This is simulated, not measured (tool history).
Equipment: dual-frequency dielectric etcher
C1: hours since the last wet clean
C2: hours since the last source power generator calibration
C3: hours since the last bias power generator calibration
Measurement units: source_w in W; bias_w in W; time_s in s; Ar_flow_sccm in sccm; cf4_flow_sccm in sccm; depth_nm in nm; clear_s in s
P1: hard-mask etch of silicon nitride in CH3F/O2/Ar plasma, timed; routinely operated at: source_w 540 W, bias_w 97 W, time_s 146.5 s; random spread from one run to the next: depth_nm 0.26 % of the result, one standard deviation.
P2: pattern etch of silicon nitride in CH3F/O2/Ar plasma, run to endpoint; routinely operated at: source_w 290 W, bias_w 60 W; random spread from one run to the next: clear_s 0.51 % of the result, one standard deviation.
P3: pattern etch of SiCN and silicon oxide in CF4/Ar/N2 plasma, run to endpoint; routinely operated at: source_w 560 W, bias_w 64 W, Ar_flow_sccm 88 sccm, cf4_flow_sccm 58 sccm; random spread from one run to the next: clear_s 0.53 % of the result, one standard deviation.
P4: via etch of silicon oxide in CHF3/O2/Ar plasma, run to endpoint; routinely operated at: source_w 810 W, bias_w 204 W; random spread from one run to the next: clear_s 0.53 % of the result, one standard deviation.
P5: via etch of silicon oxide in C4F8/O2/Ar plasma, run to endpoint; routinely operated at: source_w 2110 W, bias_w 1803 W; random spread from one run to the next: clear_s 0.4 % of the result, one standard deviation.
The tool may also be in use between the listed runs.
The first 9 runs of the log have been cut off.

{"run": 10, "hour": 77.2, "process": "P1", "source_w": 420, "bias_w": 97, "time_s": 146.5, "C1": 497.6, "C2": 50.6, "C3": 1043.7, "depth_nm": 116.94}
{"run": 11, "hour": 84.2, "process": "P1", "source_w": 540, "bias_w": 97, "time_s": 146.5, "C1": 504.6, "C2": 57.6, "C3": 1050.7, "depth_nm": 128.94}
{"run": 12, "hour": 91.4, "process": "P5", "source_w": 2110, "bias_w": 1803, "C1": 511.8, "C2": 64.8, "C3": 1057.9, "clear_s": 206.17}
{"run": 13, "hour": 97.9, "process": "P2", "source_w": 290, "bias_w": 36, "C1": 518.3, "C2": 71.3, "C3": 1064.4, "clear_s": 72.534}
{"run": 14, "hour": 105.0, "process": "P4", "source_w": 810, "bias_w": 204, "C1": 525.4, "C2": 78.4, "C3": 1071.5, "clear_s": 283.47}
{"run": 15, "hour": 111.0, "process": "P1", "source_w": 540, "bias_w": 97, "time_s": 146.5, "C1": 531.4, "C2": 84.4, "C3": 1077.5, "depth_nm": 128.13}
{"run": 16, "hour": 116.0, "process": "P1", "source_w": 540, "bias_w": 97, "time_s": 207.5, "C1": 536.4, "C2": 89.4, "C3": 1082.5, "depth_nm": 181.97}
{"run": 17, "hour": 122.6, "process": "P1", "source_w": 540, "bias_w": 97, "time_s": 146.5, "C1": 543, "C2": 96, "C3": 1089.1, "depth_nm": 128.62}
{"run": 18, "hour": 132.0, "process": "P1", "source_w": 380, "bias_w": 61, "time_s": 146.5, "C1": 552.4, "C2": 105.4, "C3": 1098.5, "depth_nm": 96.094}
{"run": 19, "hour": 139.9, "process": "P4", "source_w": 810, "bias_w": 140, "C1": 560.3, "C2": 113.3, "C3": 1106.4, "clear_s": 318.6}
{"run": 20, "hour": 144.2, "process": "P3", "source_w": 560, "bias_w": 64, "Ar_flow_sccm": 121, "cf4_flow_sccm": 58, "C1": 564.6, "C2": 117.6, "C3": 1110.7, "clear_s": 16.369}
{"run": 21, "hour": 150.0, "process": "P1", "source_w": 350, "bias_w": 97, "time_s": 115.5, "C1": 570.4, "C2": 123.4, "C3": 1116.5, "depth_nm": 86.057}
{"run": 22, "hour": 156.6, "process": "P3", "source_w": 560, "bias_w": 64, "Ar_flow_sccm": 88, "cf4_flow_sccm": 71, "C1": 577, "C2": 130, "C3": 1123.1, "clear_s": 15.023}
{"run": 23, "hour": 163.5, "process": "P4", "source_w": 1000, "bias_w": 204, "C1": 583.9, "C2": 136.9, "C3": 1130, "clear_s": 262.39}
{"run": 24, "hour": 168.3, "process": "P1", "source_w": 770, "bias_w": 97, "time_s": 146.5, "C1": 588.7, "C2": 141.7, "C3": 1134.8, "depth_nm": 147.09}

Estimate the outcome of run 25 from the log above:
{"run": 25, "hour": 174.3, "process": "P1", "source_w": 540, "bias_w": 97, "time_s": 146.5, "C1": 594.7, "C2": 147.7, "C3": 1140.8, "depth_nm": "?"}

Logged for run 25: depth_nm 128.44 nm.

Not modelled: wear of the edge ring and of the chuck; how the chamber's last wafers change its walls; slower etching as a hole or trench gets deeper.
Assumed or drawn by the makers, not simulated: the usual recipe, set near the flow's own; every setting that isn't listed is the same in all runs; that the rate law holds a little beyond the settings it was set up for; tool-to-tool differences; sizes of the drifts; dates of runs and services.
